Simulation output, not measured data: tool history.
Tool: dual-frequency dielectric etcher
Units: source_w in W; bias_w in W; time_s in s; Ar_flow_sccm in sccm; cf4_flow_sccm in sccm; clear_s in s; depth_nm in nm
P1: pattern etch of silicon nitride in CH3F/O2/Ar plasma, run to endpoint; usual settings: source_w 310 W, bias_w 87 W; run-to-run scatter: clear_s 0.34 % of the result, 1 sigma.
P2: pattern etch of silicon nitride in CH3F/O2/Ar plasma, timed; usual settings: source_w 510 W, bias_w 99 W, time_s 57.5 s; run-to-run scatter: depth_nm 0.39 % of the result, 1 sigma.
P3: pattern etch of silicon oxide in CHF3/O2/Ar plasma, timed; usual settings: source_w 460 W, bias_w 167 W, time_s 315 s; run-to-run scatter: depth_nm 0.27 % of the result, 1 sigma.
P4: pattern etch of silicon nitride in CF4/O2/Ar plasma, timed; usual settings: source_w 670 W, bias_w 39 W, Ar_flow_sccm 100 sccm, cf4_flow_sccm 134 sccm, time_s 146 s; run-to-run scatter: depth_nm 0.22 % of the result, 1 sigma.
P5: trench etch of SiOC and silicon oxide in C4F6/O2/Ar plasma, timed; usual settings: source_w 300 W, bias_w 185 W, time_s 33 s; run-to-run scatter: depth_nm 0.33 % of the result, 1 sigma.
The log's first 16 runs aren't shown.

run,hour,process,source_w,bias_w,time_s,Ar_flow_sccm,cf4_flow_sccm,hours since the last wet clean,hours since the last source power generator calibration,hours since the last bias power generator calibration,clear_s,depth_nm
17,196.3,P4,670,39,146,100,134,465.3,2008.5,989.6,,348.5
18,203.8,P1,310,87,,,,472.8,2016,997.1,41.434,
19,212,P1,310,87,,,,481,2024.2,1005.3,41.416,
20,224.4,P3,290,167,315,,,493.4,2036.6,1017.7,,451.16
21,235,P4,870,39,146,100,134,504,2047.2,1028.3,,438.59
22,250.8,P1,310,53,,,,519.8,2063,1044.1,49.294,
23,263.2,P1,310,87,,,,532.2,2075.4,1056.5,41.203,
24,270.2,P1,210,87,,,,539.2,2082.4,1063.5,47.765,
25,281.2,P5,300,185,33,,,550.2,2093.4,1074.5,,59.926
26,294,P5,300,125,33,,,563,2106.2,1087.3,,52.933
27,303.5,P3,460,167,173.5,,,572.5,2115.7,1096.8,,295.4
28,314.3,P5,300,185,44,,,583.3,2126.5,1107.6,,79.568
29,322.2,P3,460,167,315,,,591.2,2134.4,1115.5,,537.82

The next listed run, before its measurement:
30,330.6,P2,510,99,57.5,,,599.6,2142.8,1123.9,,?

depth_nm: 49.862 nm

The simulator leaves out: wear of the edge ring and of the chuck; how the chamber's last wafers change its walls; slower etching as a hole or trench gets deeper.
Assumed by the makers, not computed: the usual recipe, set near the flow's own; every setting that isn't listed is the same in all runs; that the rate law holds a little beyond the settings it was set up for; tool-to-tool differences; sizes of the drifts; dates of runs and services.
